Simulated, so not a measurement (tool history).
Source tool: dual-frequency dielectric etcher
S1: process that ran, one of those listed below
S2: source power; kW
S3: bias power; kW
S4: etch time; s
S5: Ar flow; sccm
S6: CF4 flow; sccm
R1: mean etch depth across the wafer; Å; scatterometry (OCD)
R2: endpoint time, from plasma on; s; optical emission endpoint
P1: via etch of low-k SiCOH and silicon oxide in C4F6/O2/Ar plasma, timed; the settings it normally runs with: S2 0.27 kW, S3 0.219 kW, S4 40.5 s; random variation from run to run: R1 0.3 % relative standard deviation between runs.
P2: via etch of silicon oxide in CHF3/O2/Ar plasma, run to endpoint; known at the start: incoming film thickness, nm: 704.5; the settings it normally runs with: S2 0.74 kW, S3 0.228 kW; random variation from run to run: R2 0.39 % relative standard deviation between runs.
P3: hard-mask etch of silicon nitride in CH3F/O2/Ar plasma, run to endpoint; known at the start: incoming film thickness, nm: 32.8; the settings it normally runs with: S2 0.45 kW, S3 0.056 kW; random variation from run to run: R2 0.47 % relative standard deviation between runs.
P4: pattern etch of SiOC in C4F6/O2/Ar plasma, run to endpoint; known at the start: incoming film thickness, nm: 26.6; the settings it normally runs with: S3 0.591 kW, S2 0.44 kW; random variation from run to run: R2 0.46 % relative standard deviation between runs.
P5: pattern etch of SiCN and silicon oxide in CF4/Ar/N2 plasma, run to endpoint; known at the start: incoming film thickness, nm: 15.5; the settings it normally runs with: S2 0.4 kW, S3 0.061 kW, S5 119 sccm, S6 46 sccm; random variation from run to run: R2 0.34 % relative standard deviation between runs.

| run | hour | S1 | S2 | S3 | S4 | S5 | S6 | R1 | R2 |
|---|---|---|---|---|---|---|---|---|---|
| 1 | 8.9 | P1 | 0.27 | 0.219 | 40.5 |  |  | 991.02 |  |
| 2 | 20.6 | P5 | 0.4 | 0.061 |  | 119 | 46 |  | 23.792 |
| 3 | 26.5 | P1 | 0.27 | 0.219 | 40.5 |  |  | 990.9 |  |
| 4 | 33.1 | P4 | 0.44 | 0.35 |  |  |  |  | 9.8782 |
| 5 | 38.4 | P5 | 0.55 | 0.061 |  | 119 | 46 |  | 18.057 |
| 6 | 45.2 | P2 | 0.44 | 0.228 |  |  |  |  | 366.08 |
| 7 | 53.2 | P1 | 0.32 | 0.219 | 40.5 |  |  | 1063.1 |  |
| 8 | 64.4 | P1 | 0.27 | 0.219 | 40.5 |  |  | 994.71 |  |
| 9 | 74.6 | P5 | 0.4 | 0.061 |  | 75 | 46 |  | 22.025 |
|  | 77.2 | source power generator calibrated |
| 10 | 83.4 | P1 | 0.34 | 0.28 | 40.5 |  |  | 1182.5 |  |
| 11 | 91.5 | P3 | 0.45 | 0.056 |  |  |  |  | 49.776 |
| 12 | 99.1 | P4 | 0.26 | 0.591 |  |  |  |  | 9.7563 |
| 13 | 105.9 | P1 | 0.21 | 0.3 | 40.5 |  |  | 1008.8 |  |
| 14 | 111.6 | P1 | 0.18 | 0.219 | 29.5 |  |  | 617.35 |  |
| 15 | 117.8 | P1 | 0.27 | 0.305 | 40.5 |  |  | 1116.4 |  |
| 16 | 128.8 | P3 | 0.61 | 0.056 |  |  |  |  | 44.31 |
| 17 | 136.1 | P3 | 0.45 | 0.037 |  |  |  |  | 56.816 |
| 18 | 144.5 | P5 | 0.4 | 0.061 |  | 119 | 31 |  | 25.606 |
| 19 | 155.1 | P2 | 0.74 | 0.311 |  |  |  |  | 268 |
| 20 | 164.2 | P2 | 0.74 | 0.228 |  |  |  |  | 300.75 |
| 21 | 174.6 | P1 | 0.27 | 0.219 | 40.5 |  |  | 996.71 |  |
| 22 | 182.1 | P1 | 0.27 | 0.219 | 40.5 |  |  | 991.11 |  |
| 23 | 192 | P1 | 0.27 | 0.219 | 55 |  |  | 1351.9 |  |
| 24 | 202.3 | P3 | 0.45 | 0.056 |  |  |  |  | 49.96 |
| 25 | 207.6 | P4 | 0.44 | 0.591 |  |  |  |  | 8.1076 |
| 26 | 216 | P5 | 0.4 | 0.038 |  | 119 | 46 |  | 27.997 |
| 27 | 221.4 | P1 | 0.21 | 0.219 | 40.5 |  |  | 902.33 |  |
| 28 | 233.1 | P1 | 0.27 | 0.163 | 40.5 |  |  | 902.18 |  |
| 29 | 244.6 | P1 | 0.27 | 0.219 | 40.5 |  |  | 990.47 |  |
| 30 | 254 | P1 | 0.27 | 0.219 | 30.5 |  |  | 752.88 |  |
| 31 | 260.8 | P1 | 0.27 | 0.219 | 40.5 |  |  | 994.85 |  |
| 32 | 272.1 | P1 | 0.27 | 0.219 | 40.5 |  |  | 1000.9 |  |
| 33 | 283.7 | P1 | 0.27 | 0.219 | 40.5 |  |  | 999 |  |
| 34 | 293.8 | P1 | 0.27 | 0.219 | 40.5 |  |  | 1007.1 |  |
| 35 | 302.5 | P1 | 0.27 | 0.219 | 40.5 |  |  | 1001.4 |  |
| 36 | 312 | P1 | 0.27 | 0.219 | 40.5 |  |  | 1003.5 |  |
| 37 | 318.4 | P1 | 0.27 | 0.219 | 40.5 |  |  | 1007.8 |  |
|  | 325.8 | wet clean of the chamber |
| 38 | 327.8 | P1 | 0.27 | 0.219 | 40.5 |  |  | 1010.8 |  |
| 39 | 337.9 | P1 | 0.27 | 0.219 | 40.5 |  |  | 1011.5 |  |
| 40 | 345.5 | P1 | 0.27 | 0.219 | 40.5 |  |  | 1001.2 |  |
| 41 | 354.6 | P1 | 0.27 | 0.219 | 40.5 |  |  | 1010.2 |  |
| 42 | 364.1 | P1 | 0.27 | 0.219 | 40.5 |  |  | 1010.1 |  |

Compared with where it was, what P1 gives has crept away. Each cause listed below fits the log as well as the rest, at the size given for it:
A: bias power that arrives over what is set, % = 4.58
B: source power that arrives over what is set, % = 4.05
Creep in the process output first set in at about hour 260.8.
Each remaining cause and why it is not a fit:
chamber walls in a state that raises the etch rate, %: serviced after onset, at hour 325.8, with no recovery of the prior output

4 check runs are offered, each on 2 wafers whose results are averaged, their results left as question marks. Which one tells the causes apart?
| check 1 | 373.6 | P2 | 0.46 | 0.297 |  |  |  |  | ? |
| check 2 | 373.6 | P4 | 0.28 | 0.591 |  |  |  |  | ? |
| check 3 | 373.6 | P5 | 0.4 | 0.049 |  | 98 | 46 |  | ? |
| check 4 | 373.6 | P3 | 0.55 | 0.039 |  |  |  |  | ? |

Check results expected under each cause:
| check | result | if A | if B |
|---|---|---|---|
| check 1 | R2 | 322.64 | 323.3 |
| check 2 | R2 | 9.3585 | 9.3863 |
| check 3 | R2 | 24.457 | 23.972 |
| check 4 | R2 | 50.598 | 50.434 |
Per-check spread between the two closest causes, in the result where they differ most: check 1 0.2 %; check 2 0.3 %; check 3 2 %; check 4 0.33 %
Only check 3 tells the causes apart: in the others they would give nearly the same result.

Check 3 was carried out, with these results: R2 23.919 s. Which of the listed causes is responsible?

The correct cause is B, namely: source power that arrives over what is set, %.
